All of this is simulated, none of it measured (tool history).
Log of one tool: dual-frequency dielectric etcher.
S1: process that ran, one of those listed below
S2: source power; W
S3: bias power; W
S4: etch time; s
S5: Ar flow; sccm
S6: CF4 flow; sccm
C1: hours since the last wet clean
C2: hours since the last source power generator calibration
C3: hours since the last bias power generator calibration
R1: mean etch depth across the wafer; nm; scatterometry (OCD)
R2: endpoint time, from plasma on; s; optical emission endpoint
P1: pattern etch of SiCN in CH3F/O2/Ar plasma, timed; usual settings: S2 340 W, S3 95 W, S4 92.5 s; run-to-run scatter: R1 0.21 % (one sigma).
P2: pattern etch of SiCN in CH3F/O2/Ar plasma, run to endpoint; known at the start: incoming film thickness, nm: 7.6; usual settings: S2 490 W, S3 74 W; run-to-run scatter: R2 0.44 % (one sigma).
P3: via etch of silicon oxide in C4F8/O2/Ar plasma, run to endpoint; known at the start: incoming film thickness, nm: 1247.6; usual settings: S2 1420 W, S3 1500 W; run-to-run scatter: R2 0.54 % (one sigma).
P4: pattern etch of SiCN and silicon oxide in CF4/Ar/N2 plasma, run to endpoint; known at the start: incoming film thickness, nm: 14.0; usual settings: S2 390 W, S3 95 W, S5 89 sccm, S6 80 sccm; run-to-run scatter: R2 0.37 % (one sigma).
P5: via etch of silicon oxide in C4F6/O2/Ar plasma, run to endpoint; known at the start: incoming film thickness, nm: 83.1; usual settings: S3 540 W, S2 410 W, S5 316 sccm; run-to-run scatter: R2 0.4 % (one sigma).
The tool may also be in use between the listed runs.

run 1 hour=9.0 | S1=P1 S2=340 S3=95 S4=92.5 | C1=418.9 C2=597.5 C3=463.1 | R1=36.295
run 2 hour=14.1 | S1=P1 S2=220 S3=95 S4=92.5 | C1=424.0 C2=602.6 C3=468.2 | R1=30.922
run 3 hour=22.8 | S1=P4 S2=540 S3=95 S5=89 S6=80 | C1=432.7 C2=611.3 C3=476.9 | R2=12.250
run 4 hour=33.0 | S1=P1 S2=340 S3=95 S4=51.0 | C1=442.9 C2=621.5 C3=487.1 | R1=20.002
run 5 hour=42.1 | S1=P2 S2=680 S3=74 | C1=452.0 C2=630.6 C3=496.2 | R2=16.306
run 6 hour=49.3 | S1=P4 S2=390 S3=95 S5=89 S6=107 | C1=459.2 C2=637.8 C3=503.4 | R2=15.834
run 7 hour=59.6 | S1=P2 S2=490 S3=74 | C1=469.5 C2=648.1 C3=513.7 | R2=18.203
run 8 hour=65.4 | S1=P1 S2=240 S3=67 S4=92.5 | C1=475.3 C2=653.9 C3=519.5 | R1=28.046
run 9 hour=74.7 | S1=P1 S2=460 S3=95 S4=92.5 | C1=484.6 C2=663.2 C3=528.8 | R1=40.448
run 10 hour=80.4 | S1=P1 S2=340 S3=95 S4=92.5 | C1=490.3 C2=668.9 C3=534.5 | R1=36.264
run 11 hour=89.8 | S1=P4 S2=390 S3=95 S5=111 S6=80 | C1=499.7 C2=678.3 C3=543.9 | R2=16.805
run 12 hour=99.3 | S1=P5 S2=250 S3=540 S5=316 | C1=509.2 C2=687.8 C3=553.4 | R2=21.449
run 13 hour=107.2 | S1=P4 S2=390 S3=95 S5=89 S6=80 | C1=517.1 C2=695.7 C3=561.3 | R2=16.444
run 14 hour=113.3 | S1=P5 S2=410 S3=540 S5=316 | C1=523.2 C2=701.8 C3=567.4 | R2=17.741
run 15 hour=120.1 | S1=P1 S2=340 S3=95 S4=92.5 | C1=530.0 C2=708.6 C3=574.2 | R1=36.153
run 16 hour=126.7 | S1=P1 S2=470 S3=95 S4=55.5 | C1=536.6 C2=715.2 C3=580.8 | R1=24.519
run 17 hour=137.7 | S1=P1 S2=340 S3=134 S4=92.5 | C1=547.6 C2=726.2 C3=591.8 | R1=41.453
run 18 hour=144.8 | S1=P5 S2=410 S3=441 S5=316 | C1=554.7 C2=733.3 C3=598.9 | R2=19.045
run 19 hour=154.6 | S1=P2 S2=490 S3=45 | C1=564.5 C2=743.1 C3=608.7 | R2=21.553
run 20 hour=164.0 | S1=P1 S2=340 S3=95 S4=119.5 | C1=573.9 C2=752.5 C3=618.1 | R1=46.769
run 21 hour=169.3 | S1=P3 S2=1860 S3=1500 | C1=579.2 C2=757.8 C3=623.4 | R2=276.200
run 22 hour=179.7 | S1=P1 S2=340 S3=95 S4=92.5 | C1=589.6 C2=768.2 C3=633.8 | R1=36.248
run 23 hour=187.7 | S1=P3 S2=1420 S3=896 | C1=597.6 C2=776.2 C3=641.8 | R2=353.840
run 24 hour=192.8 | S1=P3 S2=1420 S3=1500 | C1=602.7 C2=781.3 C3=646.9 | R2=310.180
run 25 hour=199.7 | S1=P1 S2=340 S3=95 S4=92.5 | C1=609.6 C2=788.2 C3=653.8 | R1=36.325
run 26 hour=209.0 | S1=P4 S2=390 S3=95 S5=89 S6=80 | C1=618.9 C2=797.5 C3=663.1 | R2=16.422
run 27 hour=215.2 | S1=P1 S2=340 S3=95 S4=92.5 | C1=625.1 C2=803.7 C3=669.3 | R1=36.247
run 28 hour=221.6 | S1=P4 S2=390 S3=58 S5=89 S6=80 | C1=631.5 C2=810.1 C3=675.7 | R2=19.409
run 29 hour=228.0 | S1=P1 S2=340 S3=57 S4=92.5 | C1=637.9 C2=816.5 C3=682.1 | R1=30.122
run 30 hour=234.6 | S1=P5 S2=410 S3=540 S5=233 | C1=644.5 C2=823.1 C3=688.7 | R2=17.101
run 31 hour=245.6 | S1=P1 S2=340 S3=117 S4=114.5 | C1=655.5 C2=834.1 C3=699.7 | R1=48.643
run 32 hour=256.6 | S1=P1 S2=340 S3=95 S4=92.5 | C1=666.5 C2=845.1 C3=710.7 | R1=36.240
run 33 hour=263.1 | S1=P1 S2=340 S3=95 S4=92.5 | C1=673.0 C2=851.6 C3=717.2 | R1=36.088
run 34 hour=273.1 | S1=P1 S2=340 S3=95 S4=92.5 | C1=683.0 C2=861.6 C3=727.2 | R1=36.047
run 35 hour=282.1 | S1=P1 S2=340 S3=95 S4=92.5 | C1=692.0 C2=870.6 C3=736.2 | R1=35.850
run 36 hour=289.8 | S1=P1 S2=340 S3=95 S4=92.5 | C1=699.7 C2=878.3 C3=743.9 | R1=36.004
-- hour=299.1 wet clean of the chamber
run 37 hour=299.2 | S1=P1 S2=340 S3=95 S4=92.5 | C1=0.2 C2=887.7 C3=753.3 | R1=35.936
run 38 hour=309.5 | S1=P1 S2=340 S3=95 S4=92.5 | C1=10.5 C2=898.0 C3=763.6 | R1=35.673
run 39 hour=315.1 | S1=P1 S2=340 S3=95 S4=92.5 | C1=16.1 C2=903.6 C3=769.2 | R1=35.713
run 40 hour=325.6 | S1=P1 S2=340 S3=95 S4=92.5 | C1=26.6 C2=914.1 C3=779.7 | R1=35.597
run 41 hour=334.6 | S1=P1 S2=340 S3=95 S4=92.5 | C1=35.6 C2=923.1 C3=788.7 | R1=35.496
run 42 hour=344.3 | S1=P1 S2=340 S3=95 S4=92.5 | C1=45.3 C2=932.8 C3=798.4 | R1=35.771
run 43 hour=352.7 | S1=P1 S2=340 S3=95 S4=92.5 | C1=53.7 C2=941.2 C3=806.8 | R1=35.663

What P1 gives has crept away from where it was. These 2 causes fit the log equally well, each at the size given:
A: source power that arrives under what is set, % = 4.33
B: bias power that arrives under what is set, % = 4.25
The creep began at about hour 256.6.
Why every other cause is out:
chamber walls in a state that lowers the etch rate, %: serviced at hour 299.1, which brought nothing back

4 check runs are offered, each on 2 wafers whose results are averaged, their results left as question marks. Which one tells the causes apart?
run check 1 hour=361.1 | S1=P4 S2=490 S3=95 S5=89 S6=101 | R2=?
run check 2 hour=361.1 | S1=P5 S2=280 S3=540 S5=243 | R2=?
run check 3 hour=361.1 | S1=P3 S2=1680 S3=1145 | R2=?
run check 4 hour=361.1 | S1=P2 S2=560 S3=52 | R2=?

What each check would give under each cause:
check=check_1 result=R2 if_A=13.543 if_B=13.213
check=check_2 result=R2 if_A=20.203 if_B=20.212
check=check_3 result=R2 if_A=316.530 if_B=314.250
check=check_4 result=R2 if_A=19.948 if_B=19.879
How far apart the two closest causes lie, in the result that separates them most: check 1 2.47 %; check 2 0.05 %; check 3 0.72 %; check 4 0.35 %
Check 1 tells the causes apart: in the others they would give nearly the same result.

Check 1 was then run and gave: R2 13.559 s. Which cause is it?

It is A: source power that arrives under what is set, %.

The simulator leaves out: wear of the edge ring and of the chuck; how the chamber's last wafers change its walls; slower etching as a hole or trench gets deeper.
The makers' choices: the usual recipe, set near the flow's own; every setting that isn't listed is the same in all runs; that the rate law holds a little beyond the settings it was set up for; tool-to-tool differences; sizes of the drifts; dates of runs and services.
